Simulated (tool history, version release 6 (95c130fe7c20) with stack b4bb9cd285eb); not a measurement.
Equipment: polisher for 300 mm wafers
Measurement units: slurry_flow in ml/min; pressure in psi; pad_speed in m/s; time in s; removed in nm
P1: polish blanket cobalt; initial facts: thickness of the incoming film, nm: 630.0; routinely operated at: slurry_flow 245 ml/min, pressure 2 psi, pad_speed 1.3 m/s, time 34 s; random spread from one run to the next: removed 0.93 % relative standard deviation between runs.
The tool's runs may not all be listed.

run   hour  slurry_flow  pressure  pad_speed  time  removed
  1      9          245         2        1.3    34   240.96
  2   20.9          245       2.8        1.3    34   340.39
  3   30.2          245         2        1.3    23   162.92
  4   39.3          245         2       0.78    34   144.99
  5   49.1          320       2.6        1.3    34   320.41
  6   54.7          245         2       1.72    34   312.71
  7   63.3          245       0.9        1.3    34   108.23
  8   71.6          330         2        1.3    42   304.08
  9   82.4          245         2        1.3    49   349.79
 10     91          345         2        1.3    34   246.49
 11  101.2          245         2        1.3    34   238.73
 12  108.6          245         2        1.3    34   240.33
 13  120.5          145         2        1.3    34   223.72
 14    132          245         2        1.3    34   243.74
 15  137.9          355         2       1.86    34   359.64
 16  144.4          245         2        1.3    34   241.12
 17  150.9          245         2        1.3    34    240.7
 18  158.4          245         2        1.3    34   236.15
 19  163.7          245         2        1.3    34   231.71
     173.2  -- worn pad replaced by a new one
 20  175.1          245         2        1.3    34   233.88

Predict the results of run 21:
 21   185          245         2        1.3    34        ?

Run 21 came out at removed 232.15 nm.

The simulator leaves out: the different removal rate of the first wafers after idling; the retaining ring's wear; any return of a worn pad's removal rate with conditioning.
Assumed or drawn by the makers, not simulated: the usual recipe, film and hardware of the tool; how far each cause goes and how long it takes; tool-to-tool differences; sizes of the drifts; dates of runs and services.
